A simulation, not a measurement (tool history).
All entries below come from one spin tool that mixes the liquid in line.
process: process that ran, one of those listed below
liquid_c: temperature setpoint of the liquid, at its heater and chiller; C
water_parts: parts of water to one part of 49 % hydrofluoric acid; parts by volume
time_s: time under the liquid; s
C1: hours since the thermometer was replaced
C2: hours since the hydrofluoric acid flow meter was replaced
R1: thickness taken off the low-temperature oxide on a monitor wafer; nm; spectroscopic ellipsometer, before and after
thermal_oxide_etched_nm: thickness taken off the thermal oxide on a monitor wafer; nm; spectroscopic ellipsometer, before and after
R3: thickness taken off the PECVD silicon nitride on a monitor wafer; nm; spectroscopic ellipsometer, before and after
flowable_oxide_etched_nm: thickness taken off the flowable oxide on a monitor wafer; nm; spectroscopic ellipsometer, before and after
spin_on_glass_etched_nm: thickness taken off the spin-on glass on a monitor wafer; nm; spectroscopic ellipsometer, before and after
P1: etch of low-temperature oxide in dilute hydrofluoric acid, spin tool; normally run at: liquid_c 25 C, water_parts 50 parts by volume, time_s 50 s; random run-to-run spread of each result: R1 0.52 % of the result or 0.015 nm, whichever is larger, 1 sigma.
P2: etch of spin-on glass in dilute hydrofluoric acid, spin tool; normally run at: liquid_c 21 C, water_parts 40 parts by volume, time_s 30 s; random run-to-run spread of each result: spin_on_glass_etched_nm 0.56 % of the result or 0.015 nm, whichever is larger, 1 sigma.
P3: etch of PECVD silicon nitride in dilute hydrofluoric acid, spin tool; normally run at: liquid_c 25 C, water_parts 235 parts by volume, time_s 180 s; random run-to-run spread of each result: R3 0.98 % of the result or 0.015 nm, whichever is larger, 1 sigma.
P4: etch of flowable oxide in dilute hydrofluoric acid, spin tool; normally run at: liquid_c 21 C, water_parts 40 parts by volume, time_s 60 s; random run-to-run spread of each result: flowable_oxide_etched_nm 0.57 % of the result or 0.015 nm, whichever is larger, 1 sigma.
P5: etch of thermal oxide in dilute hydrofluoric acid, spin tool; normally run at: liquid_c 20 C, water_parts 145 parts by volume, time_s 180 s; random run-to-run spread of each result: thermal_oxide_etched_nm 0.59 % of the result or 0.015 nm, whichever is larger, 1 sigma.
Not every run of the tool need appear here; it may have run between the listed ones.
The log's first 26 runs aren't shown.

Run 27, hour 79.5: process P4, liquid_c 17 C, water_parts 40 parts by volume, time_s 60 s; C1 231.1; C2 797.8. Result: flowable_oxide_etched_nm 29.124 nm.
Run 28, hour 83: process P5, liquid_c 20 C, water_parts 145 parts by volume, time_s 180 s; C1 234.6; C2 801.3. Result: thermal_oxide_etched_nm 4.6258 nm.
Run 29, hour 85.4: process P1, liquid_c 25 C, water_parts 50 parts by volume, time_s 50 s; C1 237; C2 803.7. Result: R1 38.84 nm.
Run 30, hour 88.4: process P1, liquid_c 25 C, water_parts 50 parts by volume, time_s 50 s; C1 240; C2 806.7. Result: R1 39.377 nm.
Run 31, hour 91.5: process P4, liquid_c 21 C, water_parts 25 parts by volume, time_s 60 s; C1 243.1; C2 809.8. Result: flowable_oxide_etched_nm 56.683 nm.
Run 32, hour 95.5: process P1, liquid_c 25 C, water_parts 50 parts by volume, time_s 50 s; C1 247.1; C2 813.8. Result: R1 39.259 nm.
Run 33, hour 99.4: process P1, liquid_c 25 C, water_parts 50 parts by volume, time_s 50 s; C1 251; C2 817.7. Result: R1 40.355 nm.
Run 34, hour 103.3: process P1, liquid_c 25 C, water_parts 50 parts by volume, time_s 50 s; C1 254.9; C2 821.6. Result: R1 41.062 nm.
Run 35, hour 107: process P1, liquid_c 25 C, water_parts 50 parts by volume, time_s 50 s; C1 258.6; C2 825.3. Result: R1 41.719 nm.
Run 36, hour 109.7: process P1, liquid_c 25 C, water_parts 50 parts by volume, time_s 50 s; C1 261.3; C2 828. Result: R1 41.754 nm.
Run 37, hour 113.1: process P1, liquid_c 25 C, water_parts 50 parts by volume, time_s 50 s; C1 264.7; C2 831.4. Result: R1 42.464 nm.
Run 38, hour 115: process P1, liquid_c 25 C, water_parts 50 parts by volume, time_s 50 s; C1 266.6; C2 833.3. Result: R1 42.218 nm.
Run 39, hour 117.1: process P1, liquid_c 25 C, water_parts 50 parts by volume, time_s 50 s; C1 268.7; C2 835.4. Result: R1 42.573 nm.
Run 40, hour 119.8: process P1, liquid_c 25 C, water_parts 50 parts by volume, time_s 50 s; C1 271.4; C2 838.1. Result: R1 42.309 nm.
Run 41, hour 124: process P1, liquid_c 25 C, water_parts 50 parts by volume, time_s 50 s; C1 275.6; C2 842.3. Result: R1 43.061 nm.
Run 42, hour 127.4: process P1, liquid_c 25 C, water_parts 50 parts by volume, time_s 50 s; C1 279; C2 845.7. Result: R1 42.296 nm.

Run 43 has not been measured yet. What should we expect?
Run 43, hour 130.4: process P1, liquid_c 25 C, water_parts 50 parts by volume, time_s 50 s; C1 282; C2 848.7. Result: R1 ?.

R1: 42.331 nm
